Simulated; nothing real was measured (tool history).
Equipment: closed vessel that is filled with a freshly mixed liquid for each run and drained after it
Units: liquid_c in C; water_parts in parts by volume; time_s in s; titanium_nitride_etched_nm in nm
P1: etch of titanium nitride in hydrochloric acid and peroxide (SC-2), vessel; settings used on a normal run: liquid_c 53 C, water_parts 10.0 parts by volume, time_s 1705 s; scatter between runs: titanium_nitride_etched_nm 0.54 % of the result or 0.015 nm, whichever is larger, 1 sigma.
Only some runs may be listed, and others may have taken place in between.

run    day  liquid_c  water_parts  time_s  hours since the thermometer was replaced  hours since the chemicals flow meter was replaced  hours since the drum of peroxide was connected  titanium_nitride_etched_nm
  1  0.288        53         10.0    1705                                     163.6                                              641.8                                           323.5                     35.2570
  2  0.600        53         16.0    3225                                     171.1                                              649.3                                           331.0                     44.6800
  3  0.996        53         17.5    3150                                     180.6                                              658.8                                           340.5                     40.2950
  4  1.433        53         16.5    1705                                     191.1                                              669.3                                           351.0                     22.9290
  5  1.892        53          4.0     180                                     202.1                                              680.3                                           362.0                      7.5111
  6  2.208        53         10.0    1705                                     209.7                                              687.9                                           369.6                     34.9310
  7  2.517        53         10.0    1705                                     217.1                                              695.3                                           377.0                     35.1420
  8  2.854        53          4.0    1705                                     225.2                                              703.4                                           385.1                     70.6160
  9  3.158        53         10.0     625                                     232.5                                              710.7                                           392.4                     12.9950
 10  3.542        53         10.0    1705                                     241.7                                              719.9                                           401.6                     35.6980
 11  3.967        53         10.0    1705                                     251.9                                              730.1                                           411.8                     35.0150
 12  4.229        68         10.0    1705                                     258.2                                              736.4                                           418.1                     91.3320
 13  4.525        53         10.0    2905                                     265.3                                              743.5                                           425.2                     60.1110
 14  4.888        38         10.0    1705                                     274.0                                              752.2                                           433.9                     12.6680
 15  5.375        53         10.0    1705                                     285.7                                              763.9                                           445.6                     35.2470
 16  5.796        53         10.0    1705                                     295.8                                              774.0                                           455.7                     34.0550
 17  6.262        53         10.0    1705                                     307.0                                              785.2                                           466.9                     33.0170
 18  6.596        53         10.0    1705                                     315.0                                              793.2                                           474.9                     32.7260
 19  7.100        53         10.0    1705                                     327.1                                              805.3                                           487.0                     32.5820
     7.208  -- new drum of peroxide connected
 20  7.583        53         10.0    1705                                     338.7                                              816.9                                             9.1                     32.0170

Run 21 has not been measured yet. What should we expect?
 21  7.979        53         10.0    1705                                     348.2                                              826.4                                            18.6                           ?

Logged for run 21: titanium_nitride_etched_nm 32.2500 nm.

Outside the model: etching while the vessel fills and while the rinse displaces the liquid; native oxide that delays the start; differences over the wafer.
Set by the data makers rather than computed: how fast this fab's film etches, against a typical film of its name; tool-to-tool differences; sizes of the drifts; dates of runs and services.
